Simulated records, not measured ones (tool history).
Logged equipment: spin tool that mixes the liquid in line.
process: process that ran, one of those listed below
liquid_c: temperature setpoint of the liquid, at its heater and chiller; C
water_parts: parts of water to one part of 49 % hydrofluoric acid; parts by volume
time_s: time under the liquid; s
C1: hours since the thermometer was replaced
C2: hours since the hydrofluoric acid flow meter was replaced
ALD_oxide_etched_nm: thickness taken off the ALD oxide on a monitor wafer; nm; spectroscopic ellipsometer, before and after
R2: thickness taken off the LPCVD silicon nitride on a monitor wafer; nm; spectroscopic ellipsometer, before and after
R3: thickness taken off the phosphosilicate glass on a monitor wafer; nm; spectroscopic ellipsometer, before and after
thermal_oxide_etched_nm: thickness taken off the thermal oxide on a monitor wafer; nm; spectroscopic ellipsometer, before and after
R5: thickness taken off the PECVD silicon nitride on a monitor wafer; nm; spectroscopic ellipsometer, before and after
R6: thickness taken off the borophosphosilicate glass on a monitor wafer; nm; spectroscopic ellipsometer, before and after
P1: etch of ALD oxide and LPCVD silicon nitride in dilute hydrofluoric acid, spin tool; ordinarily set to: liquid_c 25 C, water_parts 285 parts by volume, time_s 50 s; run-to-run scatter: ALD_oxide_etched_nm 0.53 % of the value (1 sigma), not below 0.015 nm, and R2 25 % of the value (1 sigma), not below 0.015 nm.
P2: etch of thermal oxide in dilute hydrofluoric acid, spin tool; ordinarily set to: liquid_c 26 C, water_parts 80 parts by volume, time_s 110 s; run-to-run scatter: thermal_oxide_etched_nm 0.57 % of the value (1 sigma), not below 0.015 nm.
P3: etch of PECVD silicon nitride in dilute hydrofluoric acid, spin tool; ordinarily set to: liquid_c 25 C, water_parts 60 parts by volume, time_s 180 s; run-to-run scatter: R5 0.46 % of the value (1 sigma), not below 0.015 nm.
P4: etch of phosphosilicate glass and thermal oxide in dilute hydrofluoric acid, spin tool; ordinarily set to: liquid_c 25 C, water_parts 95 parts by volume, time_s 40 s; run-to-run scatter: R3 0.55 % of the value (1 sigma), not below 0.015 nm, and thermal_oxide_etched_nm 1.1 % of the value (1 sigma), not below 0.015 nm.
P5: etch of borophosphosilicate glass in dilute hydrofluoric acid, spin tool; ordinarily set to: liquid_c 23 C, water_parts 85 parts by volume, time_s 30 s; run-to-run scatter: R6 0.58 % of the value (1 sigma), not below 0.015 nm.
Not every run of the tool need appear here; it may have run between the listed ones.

Run 1, hour 2.5: process P1, liquid_c 25 C, water_parts 285 parts by volume, time_s 50 s; C1 929.7; C2 1031.6. Result: ALD_oxide_etched_nm 4.5889 nm, R2 0.060772 nm.
Run 2, hour 7.4: process P4, liquid_c 30 C, water_parts 95 parts by volume, time_s 40 s; C1 934.6; C2 1036.5. Result: R3 31.835 nm, thermal_oxide_etched_nm 2.6022 nm.
Run 3, hour 11.2: process P4, liquid_c 25 C, water_parts 165 parts by volume, time_s 40 s; C1 938.4; C2 1040.3. Result: R3 14.068 nm, thermal_oxide_etched_nm 1.1396 nm.
Run 4, hour 16.3: process P3, liquid_c 25 C, water_parts 60 parts by volume, time_s 180 s; C1 943.5; C2 1045.4. Result: R5 17.441 nm.
Run 5, hour 21.4: process P4, liquid_c 25 C, water_parts 95 parts by volume, time_s 70 s; C1 948.6; C2 1050.5. Result: R3 45.989 nm, thermal_oxide_etched_nm 3.7125 nm.
Run 6, hour 25.5: process P1, liquid_c 25 C, water_parts 285 parts by volume, time_s 15 s; C1 952.7; C2 1054.6. Result: ALD_oxide_etched_nm 1.3884 nm, R2 0.025002 nm.
Run 7, hour 28.8: process P2, liquid_c 26 C, water_parts 80 parts by volume, time_s 110 s; C1 956; C2 1057.9. Result: thermal_oxide_etched_nm 6.858 nm.
Run 8, hour 31.3: process P1, liquid_c 32.5 C, water_parts 155 parts by volume, time_s 50 s; C1 958.5; C2 1060.4. Result: ALD_oxide_etched_nm 12.803 nm, R2 0.26581 nm.
Run 9, hour 36.6: process P1, liquid_c 33 C, water_parts 285 parts by volume, time_s 50 s; C1 963.8; C2 1065.7. Result: ALD_oxide_etched_nm 5.9759 nm, R2 0.093375 nm.
Run 10, hour 42: process P2, liquid_c 32 C, water_parts 80 parts by volume, time_s 110 s; C1 969.2; C2 1071.1. Result: thermal_oxide_etched_nm 8.5792 nm.
Run 11, hour 44.8: process P1, liquid_c 25 C, water_parts 285 parts by volume, time_s 90 s; C1 972; C2 1073.9. Result: ALD_oxide_etched_nm 8.294 nm, R2 0.07935 nm.
Run 12, hour 48.8: process P4, liquid_c 25 C, water_parts 95 parts by volume, time_s 40 s; C1 976; C2 1077.9. Result: R3 26.531 nm, thermal_oxide_etched_nm 2.1677 nm.
Run 13, hour 54.2: process P3, liquid_c 25 C, water_parts 20 parts by volume, time_s 180 s; C1 981.4; C2 1083.3. Result: R5 50.968 nm.
Run 14, hour 56.7: process P2, liquid_c 26 C, water_parts 80 parts by volume, time_s 15 s; C1 983.9; C2 1085.8. Result: thermal_oxide_etched_nm 0.91196 nm.
Run 15, hour 61.4: process P1, liquid_c 25 C, water_parts 285 parts by volume, time_s 50 s; C1 988.6; C2 1090.5. Result: ALD_oxide_etched_nm 4.5975 nm, R2 0.058713 nm.
Run 16, hour 66.7: process P1, liquid_c 25 C, water_parts 100 parts by volume, time_s 50 s; C1 993.9; C2 1095.8. Result: ALD_oxide_etched_nm 16.145 nm, R2 0.27586 nm.
Run 17, hour 69.2: process P1, liquid_c 17.5 C, water_parts 285 parts by volume, time_s 50 s; C1 996.4; C2 1098.3. Result: ALD_oxide_etched_nm 3.5437 nm, R2 0.046981 nm.
Run 18, hour 72.2: process P1, liquid_c 25 C, water_parts 470 parts by volume, time_s 50 s; C1 999.4; C2 1101.3. Result: ALD_oxide_etched_nm 2.3584 nm, R2 0.086997 nm.
Run 19, hour 74.7: process P3, liquid_c 17 C, water_parts 60 parts by volume, time_s 180 s; C1 1001.9; C2 1103.8. Result: R5 10.148 nm.
Run 20, hour 77.9: process P5, liquid_c 23 C, water_parts 145 parts by volume, time_s 30 s; C1 1005.1; C2 1107. Result: R6 11.391 nm.

What will run 21 give?
Run 21, hour 83.2: process P1, liquid_c 25 C, water_parts 285 parts by volume, time_s 50 s; C1 1010.4; C2 1112.3. Result: ALD_oxide_etched_nm ?, R2 ?.

{"run 21": {"ALD_oxide_etched_nm": 4.5952, "R2": 0.12022}}

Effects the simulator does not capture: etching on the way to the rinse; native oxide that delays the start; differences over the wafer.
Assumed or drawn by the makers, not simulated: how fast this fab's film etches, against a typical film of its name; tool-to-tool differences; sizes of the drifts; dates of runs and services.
